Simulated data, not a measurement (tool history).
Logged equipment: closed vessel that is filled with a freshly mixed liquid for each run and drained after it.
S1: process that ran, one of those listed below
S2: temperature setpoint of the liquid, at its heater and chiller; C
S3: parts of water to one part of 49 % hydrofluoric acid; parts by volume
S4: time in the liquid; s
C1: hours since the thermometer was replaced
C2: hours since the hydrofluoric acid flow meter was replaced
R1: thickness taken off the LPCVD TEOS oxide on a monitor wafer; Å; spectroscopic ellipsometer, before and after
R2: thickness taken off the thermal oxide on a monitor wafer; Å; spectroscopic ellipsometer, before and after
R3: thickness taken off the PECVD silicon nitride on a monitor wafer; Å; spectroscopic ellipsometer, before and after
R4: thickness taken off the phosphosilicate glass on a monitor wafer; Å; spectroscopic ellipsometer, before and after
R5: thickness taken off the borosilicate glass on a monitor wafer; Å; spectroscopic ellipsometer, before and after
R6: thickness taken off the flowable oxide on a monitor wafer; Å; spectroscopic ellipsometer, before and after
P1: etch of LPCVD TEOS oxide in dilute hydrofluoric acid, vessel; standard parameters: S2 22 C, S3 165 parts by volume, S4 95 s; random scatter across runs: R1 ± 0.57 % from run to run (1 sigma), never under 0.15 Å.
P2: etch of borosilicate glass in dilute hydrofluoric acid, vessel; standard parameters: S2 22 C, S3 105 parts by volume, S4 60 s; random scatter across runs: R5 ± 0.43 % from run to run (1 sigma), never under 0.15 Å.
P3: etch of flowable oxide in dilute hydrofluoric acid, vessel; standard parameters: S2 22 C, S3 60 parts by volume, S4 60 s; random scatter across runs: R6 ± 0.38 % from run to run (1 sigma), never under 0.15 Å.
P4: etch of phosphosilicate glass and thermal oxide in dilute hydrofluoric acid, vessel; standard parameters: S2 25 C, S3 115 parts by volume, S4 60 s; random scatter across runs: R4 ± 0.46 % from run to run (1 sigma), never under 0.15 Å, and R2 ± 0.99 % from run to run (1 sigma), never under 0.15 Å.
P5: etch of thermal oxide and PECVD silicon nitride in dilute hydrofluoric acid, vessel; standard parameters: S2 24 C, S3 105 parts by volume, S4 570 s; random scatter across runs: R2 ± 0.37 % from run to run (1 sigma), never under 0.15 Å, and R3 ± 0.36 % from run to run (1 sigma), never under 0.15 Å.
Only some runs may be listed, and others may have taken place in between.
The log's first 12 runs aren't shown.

Run 13, hour 45.3: S1 P4, S2 25 C, S3 115 parts by volume, S4 60 s; C1 565.4; C2 337.2. Result: R2 25.273 Å, R4 928.96 Å.
Run 14, hour 48.8: S1 P2, S2 22 C, S3 105 parts by volume, S4 60 s; C1 568.9; C2 340.7. Result: R5 122.39 Å.
Run 15, hour 52.1: S1 P1, S2 22 C, S3 165 parts by volume, S4 150 s; C1 572.2; C2 344. Result: R1 133.37 Å.
Run 16, hour 54.2: S1 P1, S2 22 C, S3 165 parts by volume, S4 95 s; C1 574.3; C2 346.1. Result: R1 83.366 Å.
Run 17, hour 57.2: S1 P1, S2 25.5 C, S3 165 parts by volume, S4 95 s; C1 577.3; C2 349.1. Result: R1 95.387 Å.
Run 18, hour 60.9: S1 P2, S2 22 C, S3 175 parts by volume, S4 60 s; C1 581; C2 352.8. Result: R5 68.382 Å.
Run 19, hour 64.4: S1 P1, S2 22 C, S3 165 parts by volume, S4 95 s; C1 584.5; C2 356.3. Result: R1 83.424 Å.
Run 20, hour 66.7: S1 P1, S2 22 C, S3 240 parts by volume, S4 95 s; C1 586.8; C2 358.6. Result: R1 53.467 Å.
Run 21, hour 70: S1 P4, S2 17.5 C, S3 115 parts by volume, S4 60 s; C1 590.1; C2 361.9. Result: R2 19.284 Å, R4 695.25 Å.
Run 22, hour 73.5: S1 P1, S2 22 C, S3 260 parts by volume, S4 155 s; C1 593.6; C2 365.4. Result: R1 78.315 Å.
Run 23, hour 77.2: S1 P1, S2 22 C, S3 165 parts by volume, S4 95 s; C1 597.3; C2 369.1. Result: R1 83.169 Å.
Run 24, hour 80.5: S1 P3, S2 22 C, S3 95 parts by volume, S4 60 s; C1 600.6; C2 372.4. Result: R6 286.52 Å.
Run 25, hour 82.4: S1 P3, S2 22 C, S3 60 parts by volume, S4 100 s; C1 602.5; C2 374.3. Result: R6 785.44 Å.
Run 26, hour 84.9: S1 P5, S2 24 C, S3 105 parts by volume, S4 1135 s; C1 605; C2 376.8. Result: R2 528.03 Å, R3 238.97 Å.
Run 27, hour 86.9: S1 P3, S2 30 C, S3 60 parts by volume, S4 60 s; C1 607; C2 378.8. Result: R6 648.8 Å.
Run 28, hour 90.7: S1 P3, S2 22 C, S3 60 parts by volume, S4 60 s; C1 610.8; C2 382.6. Result: R6 471.67 Å.

Estimate the outcome of run 29 from the log above:
Run 29, hour 92.7: S1 P2, S2 22 C, S3 105 parts by volume, S4 30 s; C1 612.8; C2 384.6. Result: R5 ?.

R5: 61.246 Å
